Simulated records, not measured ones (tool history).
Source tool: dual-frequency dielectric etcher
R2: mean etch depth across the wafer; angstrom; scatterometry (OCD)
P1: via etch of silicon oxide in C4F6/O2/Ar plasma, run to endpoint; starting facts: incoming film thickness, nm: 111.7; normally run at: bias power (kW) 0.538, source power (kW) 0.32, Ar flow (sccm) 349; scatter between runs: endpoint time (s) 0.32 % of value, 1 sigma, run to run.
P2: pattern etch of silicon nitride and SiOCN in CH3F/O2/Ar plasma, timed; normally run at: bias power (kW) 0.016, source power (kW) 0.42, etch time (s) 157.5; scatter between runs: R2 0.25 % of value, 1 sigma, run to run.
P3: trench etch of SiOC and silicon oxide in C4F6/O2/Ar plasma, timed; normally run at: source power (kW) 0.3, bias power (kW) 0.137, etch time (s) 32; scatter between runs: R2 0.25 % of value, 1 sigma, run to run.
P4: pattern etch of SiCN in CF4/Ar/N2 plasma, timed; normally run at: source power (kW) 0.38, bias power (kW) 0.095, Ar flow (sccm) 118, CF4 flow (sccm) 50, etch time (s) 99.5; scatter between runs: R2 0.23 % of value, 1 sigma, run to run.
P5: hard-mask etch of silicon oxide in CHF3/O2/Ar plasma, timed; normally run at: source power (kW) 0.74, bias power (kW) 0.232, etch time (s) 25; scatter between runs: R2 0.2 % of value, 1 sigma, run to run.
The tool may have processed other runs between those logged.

{"run": 1, "hour": 12.2, "process that ran": "P1", "bias power (kW)": 0.538, "source power (kW)": 0.32, "Ar flow (sccm)": 349, "endpoint time (s)": 26.613}
{"run": 2, "hour": 19.5, "process that ran": "P2", "bias power (kW)": 0.016, "source power (kW)": 0.42, "etch time (s)": 228.5, "R2": 263.99}
{"run": 3, "hour": 26.8, "process that ran": "P1", "bias power (kW)": 0.538, "source power (kW)": 0.32, "Ar flow (sccm)": 349, "endpoint time (s)": 26.679}
{"run": 4, "hour": 39.3, "process that ran": "P2", "bias power (kW)": 0.022, "source power (kW)": 0.42, "etch time (s)": 157.5, "R2": 209.35}
{"run": 5, "hour": 52.9, "process that ran": "P1", "bias power (kW)": 0.716, "source power (kW)": 0.32, "Ar flow (sccm)": 257, "endpoint time (s)": 22.992}
{"run": 6, "hour": 65.0, "process that ran": "P2", "bias power (kW)": 0.016, "source power (kW)": 0.55, "etch time (s)": 157.5, "R2": 201.76}
{"run": 7, "hour": 73.2, "process that ran": "P4", "bias power (kW)": 0.095, "source power (kW)": 0.38, "Ar flow (sccm)": 118, "etch time (s)": 99.5, "CF4 flow (sccm)": 70, "R2": 853.32}
{"run": 8, "hour": 88.4, "process that ran": "P1", "bias power (kW)": 0.538, "source power (kW)": 0.32, "Ar flow (sccm)": 208, "endpoint time (s)": 25.123}
{"run": 9, "hour": 101.8, "process that ran": "P1", "bias power (kW)": 0.538, "source power (kW)": 0.44, "Ar flow (sccm)": 349, "endpoint time (s)": 23.662}
{"run": 10, "hour": 115.6, "process that ran": "P1", "bias power (kW)": 0.538, "source power (kW)": 0.26, "Ar flow (sccm)": 349, "endpoint time (s)": 28.742}
{"run": 11, "hour": 127.4, "process that ran": "P5", "bias power (kW)": 0.232, "source power (kW)": 0.54, "etch time (s)": 25, "R2": 508.95}
{"run": 12, "hour": 142.2, "process that ran": "P1", "bias power (kW)": 0.538, "source power (kW)": 0.32, "Ar flow (sccm)": 349, "endpoint time (s)": 26.627}
{"run": 13, "hour": 156.5, "process that ran": "P5", "bias power (kW)": 0.232, "source power (kW)": 0.74, "etch time (s)": 14.5, "R2": 331.75}
{"run": 14, "hour": 169.2, "process that ran": "P1", "bias power (kW)": 0.538, "source power (kW)": 0.32, "Ar flow (sccm)": 450, "endpoint time (s)": 27.375}
{"run": 15, "hour": 179.4, "process that ran": "P3", "bias power (kW)": 0.137, "source power (kW)": 0.3, "etch time (s)": 32, "R2": 513.22}
{"run": 16, "hour": 193.3, "process that ran": "P3", "bias power (kW)": 0.137, "source power (kW)": 0.2, "etch time (s)": 32, "R2": 436.04}
{"run": 17, "hour": 200.7, "process that ran": "P1", "bias power (kW)": 0.718, "source power (kW)": 0.32, "Ar flow (sccm)": 349, "endpoint time (s)": 23.657}
{"run": 18, "hour": 211.8, "process that ran": "P3", "bias power (kW)": 0.137, "source power (kW)": 0.3, "etch time (s)": 18, "R2": 287.34}
{"run": 19, "hour": 225.6, "process that ran": "P1", "bias power (kW)": 0.313, "source power (kW)": 0.32, "Ar flow (sccm)": 349, "endpoint time (s)": 32.622}
{"run": 20, "hour": 233.2, "process that ran": "P4", "bias power (kW)": 0.095, "source power (kW)": 0.38, "Ar flow (sccm)": 118, "etch time (s)": 129, "CF4 flow (sccm)": 50, "R2": 1052.8}
{"run": 21, "hour": 243.7, "process that ran": "P4", "bias power (kW)": 0.095, "source power (kW)": 0.38, "Ar flow (sccm)": 150, "etch time (s)": 99.5, "CF4 flow (sccm)": 50, "R2": 787.65}
{"run": 22, "hour": 259.5, "process that ran": "P4", "bias power (kW)": 0.068, "source power (kW)": 0.38, "Ar flow (sccm)": 118, "etch time (s)": 99.5, "CF4 flow (sccm)": 50, "R2": 712.03}
{"run": 23, "hour": 269.5, "process that ran": "P3", "bias power (kW)": 0.174, "source power (kW)": 0.3, "etch time (s)": 32, "R2": 552.33}
{"run": 24, "hour": 283.4, "process that ran": "P1", "bias power (kW)": 0.538, "source power (kW)": 0.32, "Ar flow (sccm)": 349, "endpoint time (s)": 26.776}
{"run": 25, "hour": 296.5, "process that ran": "P5", "bias power (kW)": 0.316, "source power (kW)": 0.74, "etch time (s)": 25, "R2": 637.32}
{"run": 26, "hour": 310.3, "process that ran": "P4", "bias power (kW)": 0.095, "source power (kW)": 0.38, "Ar flow (sccm)": 118, "etch time (s)": 99.5, "CF4 flow (sccm)": 50, "R2": 813.11}
{"run": 27, "hour": 323.0, "process that ran": "P5", "bias power (kW)": 0.232, "source power (kW)": 0.74, "etch time (s)": 25, "R2": 570.15}

Expected results for the next run?
{"run": 28, "hour": 330.7, "process that ran": "P2", "bias power (kW)": 0.016, "source power (kW)": 0.42, "etch time (s)": 157.5, "R2": "?"}

R2: 182.64 angstrom
